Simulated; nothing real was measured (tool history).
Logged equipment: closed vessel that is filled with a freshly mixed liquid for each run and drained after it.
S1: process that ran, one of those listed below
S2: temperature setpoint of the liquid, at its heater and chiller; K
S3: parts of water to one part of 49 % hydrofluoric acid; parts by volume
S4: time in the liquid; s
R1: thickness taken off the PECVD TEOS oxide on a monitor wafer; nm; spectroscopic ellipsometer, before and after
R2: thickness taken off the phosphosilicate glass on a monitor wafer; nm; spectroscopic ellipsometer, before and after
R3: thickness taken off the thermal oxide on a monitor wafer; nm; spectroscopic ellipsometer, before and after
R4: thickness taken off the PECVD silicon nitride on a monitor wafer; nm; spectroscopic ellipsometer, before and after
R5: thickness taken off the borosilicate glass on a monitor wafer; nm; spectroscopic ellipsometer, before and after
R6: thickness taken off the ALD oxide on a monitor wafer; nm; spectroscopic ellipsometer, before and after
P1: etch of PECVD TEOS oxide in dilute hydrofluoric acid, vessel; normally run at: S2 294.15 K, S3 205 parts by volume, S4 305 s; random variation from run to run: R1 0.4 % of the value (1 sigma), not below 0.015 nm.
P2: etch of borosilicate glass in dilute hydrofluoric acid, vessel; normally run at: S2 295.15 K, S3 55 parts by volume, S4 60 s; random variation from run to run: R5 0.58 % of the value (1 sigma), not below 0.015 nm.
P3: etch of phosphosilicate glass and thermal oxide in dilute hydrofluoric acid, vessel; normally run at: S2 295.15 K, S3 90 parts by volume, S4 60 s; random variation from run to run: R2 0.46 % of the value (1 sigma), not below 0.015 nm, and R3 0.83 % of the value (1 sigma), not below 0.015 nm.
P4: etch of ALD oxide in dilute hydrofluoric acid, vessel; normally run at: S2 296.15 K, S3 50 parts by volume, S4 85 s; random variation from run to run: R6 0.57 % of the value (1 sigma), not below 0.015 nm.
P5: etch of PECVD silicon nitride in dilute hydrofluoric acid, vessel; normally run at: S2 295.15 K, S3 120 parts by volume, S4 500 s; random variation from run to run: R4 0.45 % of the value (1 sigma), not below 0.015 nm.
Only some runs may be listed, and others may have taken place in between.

{"run": 1, "hour": 11.2, "S1": "P1", "S2": 294.15, "S3": 205, "S4": 305, "R1": 28.951}
{"run": 2, "hour": 28.6, "S1": "P1", "S2": 290.15, "S3": 205, "S4": 305, "R1": 24.791}
{"run": 3, "hour": 44.1, "S1": "P1", "S2": 294.15, "S3": 205, "S4": 565, "R1": 53.803}
{"hour": 49.8, "done": "hydrofluoric acid flow meter replaced"}
{"run": 4, "hour": 53.4, "S1": "P3", "S2": 291.65, "S3": 90, "S4": 60, "R2": 35.667, "R3": 2.6337}
{"run": 5, "hour": 63.5, "S1": "P5", "S2": 295.15, "S3": 120, "S4": 965, "R4": 11.992}
{"run": 6, "hour": 82.0, "S1": "P2", "S2": 295.15, "S3": 55, "S4": 60, "R5": 36.4}
{"run": 7, "hour": 100.2, "S1": "P4", "S2": 303.65, "S3": 50, "S4": 85, "R6": 26.635}
{"run": 8, "hour": 118.0, "S1": "P4", "S2": 296.15, "S3": 85, "S4": 85, "R6": 11.107}
{"run": 9, "hour": 134.3, "S1": "P3", "S2": 295.15, "S3": 90, "S4": 120, "R2": 81.85, "R3": 6.0503}
{"run": 10, "hour": 143.3, "S1": "P5", "S2": 301.65, "S3": 120, "S4": 500, "R4": 9.5362}
{"run": 11, "hour": 159.8, "S1": "P1", "S2": 294.15, "S3": 350, "S4": 305, "R1": 14.902}
{"run": 12, "hour": 179.2, "S1": "P5", "S2": 295.15, "S3": 20, "S4": 500, "R4": 35.599}
{"run": 13, "hour": 197.5, "S1": "P2", "S2": 295.15, "S3": 55, "S4": 60, "R5": 36.323}
{"run": 14, "hour": 206.0, "S1": "P1", "S2": 294.15, "S3": 60, "S4": 305, "R1": 116.5}
{"run": 15, "hour": 218.8, "S1": "P2", "S2": 295.15, "S3": 80, "S4": 60, "R5": 24.342}
{"run": 16, "hour": 230.3, "S1": "P4", "S2": 296.15, "S3": 50, "S4": 85, "R6": 19.746}
{"run": 17, "hour": 246.2, "S1": "P2", "S2": 303.65, "S3": 55, "S4": 60, "R5": 51.573}
{"run": 18, "hour": 258.7, "S1": "P1", "S2": 290.15, "S3": 205, "S4": 95, "R1": 7.7785}
{"run": 19, "hour": 271.6, "S1": "P2", "S2": 295.15, "S3": 55, "S4": 115, "R5": 70.432}
{"run": 20, "hour": 289.1, "S1": "P3", "S2": 295.15, "S3": 90, "S4": 60, "R2": 41.236, "R3": 3.0498}
{"run": 21, "hour": 306.4, "S1": "P1", "S2": 294.15, "S3": 205, "S4": 305, "R1": 29.035}
{"run": 22, "hour": 325.1, "S1": "P4", "S2": 296.15, "S3": 50, "S4": 160, "R6": 36.919}
{"run": 23, "hour": 333.5, "S1": "P1", "S2": 294.15, "S3": 205, "S4": 305, "R1": 28.939}
{"run": 24, "hour": 349.9, "S1": "P1", "S2": 300.65, "S3": 205, "S4": 555, "R1": 67.222}
{"run": 25, "hour": 359.6, "S1": "P5", "S2": 295.15, "S3": 120, "S4": 500, "R4": 6.2096}
{"run": 26, "hour": 371.2, "S1": "P1", "S2": 294.15, "S3": 205, "S4": 40, "R1": 3.8143}
{"run": 27, "hour": 387.7, "S1": "P1", "S2": 294.15, "S3": 205, "S4": 305, "R1": 29.15}
{"run": 28, "hour": 396.2, "S1": "P3", "S2": 295.15, "S3": 165, "S4": 60, "R2": 20.79, "R3": 1.5306}
{"run": 29, "hour": 411.4, "S1": "P1", "S2": 298.65, "S3": 205, "S4": 305, "R1": 34.552}
{"run": 30, "hour": 423.5, "S1": "P1", "S2": 294.15, "S3": 205, "S4": 305, "R1": 29.212}
{"run": 31, "hour": 432.5, "S1": "P1", "S2": 294.15, "S3": 205, "S4": 305, "R1": 28.066}
{"run": 32, "hour": 447.7, "S1": "P1", "S2": 294.15, "S3": 205, "S4": 305, "R1": 27.684}
{"run": 33, "hour": 465.2, "S1": "P1", "S2": 294.15, "S3": 205, "S4": 305, "R1": 27.137}
{"run": 34, "hour": 482.3, "S1": "P1", "S2": 294.15, "S3": 205, "S4": 305, "R1": 26.984}
{"run": 35, "hour": 492.5, "S1": "P1", "S2": 294.15, "S3": 205, "S4": 305, "R1": 26.993}
{"run": 36, "hour": 504.7, "S1": "P1", "S2": 294.15, "S3": 205, "S4": 305, "R1": 26.876}

The output of P1 has drifted from where it used to be. Each of the 2 causes below, taken at the size shown beside it, accounts for the log equally well:
A: hydrofluoric acid flow below the setpoint (%) = 6.03
B: liquid colder than its thermometer reads (K) = 1.96
The gradual shift began around hour 423.5.

Consider the 4 single-wafer check runs listed below, results given as question marks: which one distinguishes between the causes by giving clearly different results for each?
{"run": "check 1", "hour": 516.9, "S1": "P2", "S2": 303.15, "S3": 55, "S4": 85, "R5": "?"}
{"run": "check 2", "hour": 516.9, "S1": "P3", "S2": 295.15, "S3": 155, "S4": 100, "R2": "?", "R3": "?"}
{"run": "check 3", "hour": 516.9, "S1": "P5", "S2": 300.15, "S3": 50, "S4": 500, "R4": "?"}
{"run": "check 4", "hour": 516.9, "S1": "P4", "S2": 296.15, "S3": 85, "S4": 140, "R6": "?"}

Expected result of each check under each candidate cause:
check=check_1 result=R5 if_A=66.855 if_B=66.218
check=check_2 result=R2 if_A=34.531 if_B=34.392
check=check_2 result=R3 if_A=2.5248 if_B=2.5147
check=check_3 result=R4 if_A=19.353 if_B=18.064
check=check_4 result=R6 if_A=16.947 if_B=16.76
Per-check spread between the two closest causes, in the result where they differ most: check 1 0.96 %; check 2 0.4 %; check 3 6.89 %; check 4 1.11 %
Only check 3 tells the causes apart: in the others they would give nearly the same result.

Here is what check 3 returned: R4 19.22 nm. Which cause is it?

It was cause A: hydrofluoric acid flow below the setpoint (%).
